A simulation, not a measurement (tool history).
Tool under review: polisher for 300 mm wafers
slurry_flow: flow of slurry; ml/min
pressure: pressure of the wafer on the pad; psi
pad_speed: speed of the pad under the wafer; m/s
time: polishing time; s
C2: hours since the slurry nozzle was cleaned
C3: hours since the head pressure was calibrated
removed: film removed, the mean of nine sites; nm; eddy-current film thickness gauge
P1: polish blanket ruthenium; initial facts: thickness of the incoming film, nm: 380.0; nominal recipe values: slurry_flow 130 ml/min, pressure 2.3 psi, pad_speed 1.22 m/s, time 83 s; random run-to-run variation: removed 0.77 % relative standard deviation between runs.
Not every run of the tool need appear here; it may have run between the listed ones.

run 1 hour=8.7 | slurry_flow=130 pressure=2.3 pad_speed=1.22 time=83 | wafers_polished_on_this_pad=455 C2=244.1 C3=679.5 | removed=150.430
run 2 hour=19.1 | slurry_flow=130 pressure=2.3 pad_speed=1.22 time=83 | wafers_polished_on_this_pad=559 C2=254.5 C3=689.9 | removed=149.490
run 3 hour=31.7 | slurry_flow=130 pressure=2.3 pad_speed=1.74 time=123 | wafers_polished_on_this_pad=685 C2=267.1 C3=702.5 | removed=311.830
run 4 hour=42.7 | slurry_flow=165 pressure=2.3 pad_speed=1.22 time=83 | wafers_polished_on_this_pad=796 C2=278.1 C3=713.5 | removed=157.370
run 5 hour=52.6 | slurry_flow=80 pressure=2.3 pad_speed=1.22 time=83 | wafers_polished_on_this_pad=895 C2=288.0 C3=723.4 | removed=132.530
run 6 hour=61.6 | slurry_flow=130 pressure=2.9 pad_speed=0.82 time=83 | wafers_polished_on_this_pad=985 C2=297.0 C3=732.4 | removed=127.600
run 7 hour=74.4 | slurry_flow=130 pressure=2.3 pad_speed=1.22 time=83 | wafers_polished_on_this_pad=1113 C2=309.8 C3=745.2 | removed=149.080
run 8 hour=85.8 | slurry_flow=200 pressure=1.3 pad_speed=1.22 time=83 | wafers_polished_on_this_pad=1228 C2=321.2 C3=756.6 | removed=92.279
run 9 hour=92.9 | slurry_flow=130 pressure=2.3 pad_speed=1.22 time=37 | wafers_polished_on_this_pad=1299 C2=328.3 C3=763.7 | removed=66.819
run 10 hour=106.0 | slurry_flow=130 pressure=2.3 pad_speed=1.22 time=83 | wafers_polished_on_this_pad=1430 C2=341.4 C3=776.8 | removed=148.960
run 11 hour=113.9 | slurry_flow=130 pressure=1.7 pad_speed=1.22 time=83 | wafers_polished_on_this_pad=1509 C2=349.3 C3=784.7 | removed=111.610
run 12 hour=123.5 | slurry_flow=130 pressure=2.3 pad_speed=1.22 time=107 | wafers_polished_on_this_pad=1605 C2=358.9 C3=794.3 | removed=190.110
run 13 hour=136.3 | slurry_flow=130 pressure=2.3 pad_speed=1.22 time=83 | wafers_polished_on_this_pad=1734 C2=371.7 C3=807.1 | removed=149.490
run 14 hour=147.3 | slurry_flow=130 pressure=2.3 pad_speed=0.74 time=83 | wafers_polished_on_this_pad=1844 C2=382.7 C3=818.1 | removed=90.974
run 15 hour=160.0 | slurry_flow=130 pressure=3.5 pad_speed=1.22 time=83 | wafers_polished_on_this_pad=1971 C2=395.4 C3=830.8 | removed=225.740

Predict the results of run 16:
run 16 hour=173.5 | slurry_flow=130 pressure=2.3 pad_speed=1.92 time=83 | wafers_polished_on_this_pad=2106 C2=408.9 C3=844.3 | removed=?

For run 16 the tool returned removed 236.430 nm.

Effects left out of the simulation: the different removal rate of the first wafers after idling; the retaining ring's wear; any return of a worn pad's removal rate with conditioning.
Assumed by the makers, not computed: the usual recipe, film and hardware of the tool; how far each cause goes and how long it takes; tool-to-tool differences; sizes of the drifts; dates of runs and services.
